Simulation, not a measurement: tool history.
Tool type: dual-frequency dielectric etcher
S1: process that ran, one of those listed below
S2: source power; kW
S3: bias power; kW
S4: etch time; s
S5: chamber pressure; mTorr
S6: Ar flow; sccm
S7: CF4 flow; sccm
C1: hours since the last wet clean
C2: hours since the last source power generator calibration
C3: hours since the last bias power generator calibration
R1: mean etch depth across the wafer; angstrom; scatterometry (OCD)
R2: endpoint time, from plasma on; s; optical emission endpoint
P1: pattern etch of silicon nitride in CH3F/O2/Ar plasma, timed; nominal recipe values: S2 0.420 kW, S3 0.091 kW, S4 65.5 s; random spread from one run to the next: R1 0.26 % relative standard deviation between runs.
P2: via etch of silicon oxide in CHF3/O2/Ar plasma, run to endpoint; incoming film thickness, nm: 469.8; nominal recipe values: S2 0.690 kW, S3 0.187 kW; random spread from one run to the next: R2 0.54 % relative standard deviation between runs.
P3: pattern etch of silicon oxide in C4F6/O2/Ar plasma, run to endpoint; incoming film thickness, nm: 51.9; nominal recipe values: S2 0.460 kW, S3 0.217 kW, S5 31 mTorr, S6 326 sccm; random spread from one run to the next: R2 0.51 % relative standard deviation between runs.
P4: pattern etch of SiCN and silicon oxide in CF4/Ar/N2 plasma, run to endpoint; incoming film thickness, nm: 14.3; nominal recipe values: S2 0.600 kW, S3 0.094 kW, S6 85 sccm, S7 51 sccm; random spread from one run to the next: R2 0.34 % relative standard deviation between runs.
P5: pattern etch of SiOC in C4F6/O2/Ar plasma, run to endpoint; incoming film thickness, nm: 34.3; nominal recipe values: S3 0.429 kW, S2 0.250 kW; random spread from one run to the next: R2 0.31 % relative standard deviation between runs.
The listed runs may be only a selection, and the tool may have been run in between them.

run 1 day=0.300 | S1=P1 S2=0.420 S3=0.091 S4=65.5 | C1=211.3 C2=1846.2 C3=2006.2 | R1=521.14
run 2 day=0.679 | S1=P1 S2=0.420 S3=0.054 S4=65.5 | C1=220.4 C2=1855.3 C3=2015.3 | R1=437.15
run 3 day=1.108 | S1=P3 S2=0.460 S3=0.217 S5=31 S6=228 | C1=230.7 C2=1865.6 C3=2025.6 | R2=13.9290
run 4 day=1.654 | S1=P2 S2=0.690 S3=0.187 | C1=243.8 C2=1878.7 C3=2038.7 | R2=222.9500
run 5 day=2.088 | S1=P1 S2=0.420 S3=0.091 S4=65.5 | C1=254.2 C2=1889.1 C3=2049.1 | R1=522.77
run 6 day=2.571 | S1=P1 S2=0.500 S3=0.091 S4=65.5 | C1=265.8 C2=1900.7 C3=2060.7 | R1=556.67
run 7 day=3.046 | S1=P3 S2=0.460 S3=0.133 S5=31 S6=326 | C1=277.2 C2=1912.1 C3=2072.1 | R2=16.9280
run 8 day=3.550 | S1=P1 S2=0.330 S3=0.091 S4=65.5 | C1=289.3 C2=1924.2 C3=2084.2 | R1=475.76
run 9 day=3.954 | S1=P1 S2=0.420 S3=0.091 S4=65.5 | C1=299.0 C2=1933.9 C3=2093.9 | R1=521.67
run 10 day=4.488 | S1=P4 S2=0.600 S3=0.094 S6=85 S7=67 | C1=311.8 C2=1946.7 C3=2106.7 | R2=11.3690
run 11 day=4.825 | S1=P1 S2=0.420 S3=0.091 S4=65.5 | C1=319.9 C2=1954.8 C3=2114.8 | R1=520.42
run 12 day=5.171 | S1=P1 S2=0.420 S3=0.091 S4=84.5 | C1=328.2 C2=1963.1 C3=2123.1 | R1=674.65
run 13 day=5.683 | S1=P1 S2=0.420 S3=0.109 S4=65.5 | C1=340.5 C2=1975.4 C3=2135.4 | R1=555.59
run 14 day=6.271 | S1=P1 S2=0.420 S3=0.091 S4=65.5 | C1=354.6 C2=1989.5 C3=2149.5 | R1=520.42
run 15 day=6.746 | S1=P1 S2=0.420 S3=0.091 S4=65.5 | C1=366.0 C2=2000.9 C3=2160.9 | R1=523.91
run 16 day=7.083 | S1=P1 S2=0.550 S3=0.091 S4=41.0 | C1=374.1 C2=2009.0 C3=2169.0 | R1=361.29
run 17 day=7.625 | S1=P5 S2=0.250 S3=0.429 | C1=387.1 C2=2022.0 C3=2182.0 | R2=14.1070
run 18 day=8.175 | S1=P3 S2=0.460 S3=0.217 S5=37 S6=326 | C1=400.3 C2=2035.2 C3=2195.2 | R2=14.8510
run 19 day=8.642 | S1=P5 S2=0.250 S3=0.599 | C1=411.5 C2=2046.4 C3=2206.4 | R2=12.4750
run 20 day=8.962 | S1=P2 S2=0.440 S3=0.187 | C1=419.2 C2=2054.1 C3=2214.1 | R2=263.0300
run 21 day=9.288 | S1=P3 S2=0.460 S3=0.217 S5=31 S6=326 | C1=427.0 C2=2061.9 C3=2221.9 | R2=14.6290
run 22 day=9.571 | S1=P1 S2=0.420 S3=0.091 S4=44.5 | C1=433.8 C2=2068.7 C3=2228.7 | R1=355.08
run 23 day=9.850 | S1=P4 S2=0.600 S3=0.069 S6=85 S7=51 | C1=440.5 C2=2075.4 C3=2235.4 | R2=13.0890
run 24 day=10.192 | S1=P3 S2=0.260 S3=0.217 S5=31 S6=326 | C1=448.7 C2=2083.6 C3=2243.6 | R2=18.1110
run 25 day=10.496 | S1=P4 S2=0.600 S3=0.094 S6=85 S7=51 | C1=456.0 C2=2090.9 C3=2250.9 | R2=11.6590
run 26 day=11.104 | S1=P2 S2=0.690 S3=0.111 | C1=470.6 C2=2105.5 C3=2265.5 | R2=262.1500
run 27 day=11.521 | S1=P4 S2=0.770 S3=0.094 S6=85 S7=51 | C1=480.6 C2=2115.5 C3=2275.5 | R2=9.4609
run 28 day=12.050 | S1=P5 S2=0.340 S3=0.429 | C1=493.3 C2=2128.2 C3=2288.2 | R2=12.5560
run 29 day=12.525 | S1=P1 S2=0.530 S3=0.091 S4=52.0 | C1=504.7 C2=2139.6 C3=2299.6 | R1=452.50
run 30 day=13.138 | S1=P4 S2=0.600 S3=0.094 S6=55 S7=51 | C1=519.4 C2=2154.3 C3=2314.3 | R2=11.0000
run 31 day=13.542 | S1=P5 S2=0.250 S3=0.429 | C1=529.1 C2=2164.0 C3=2324.0 | R2=14.1660
run 32 day=13.842 | S1=P1 S2=0.420 S3=0.091 S4=65.5 | C1=536.3 C2=2171.2 C3=2331.2 | R1=521.10
run 33 day=14.196 | S1=P1 S2=0.420 S3=0.091 S4=65.5 | C1=544.8 C2=2179.7 C3=2339.7 | R1=523.80
run 34 day=14.512 | S1=P1 S2=0.420 S3=0.091 S4=65.5 | C1=552.4 C2=2187.3 C3=2347.3 | R1=526.08
run 35 day=14.825 | S1=P1 S2=0.420 S3=0.091 S4=65.5 | C1=559.9 C2=2194.8 C3=2354.8 | R1=526.23

Predict the results of run 36:
run 36 day=15.200 | S1=P1 S2=0.420 S3=0.091 S4=65.5 | C1=568.9 C2=2203.8 C3=2363.8 | R1=?

Run 36 measured R1 529.34 angstrom.
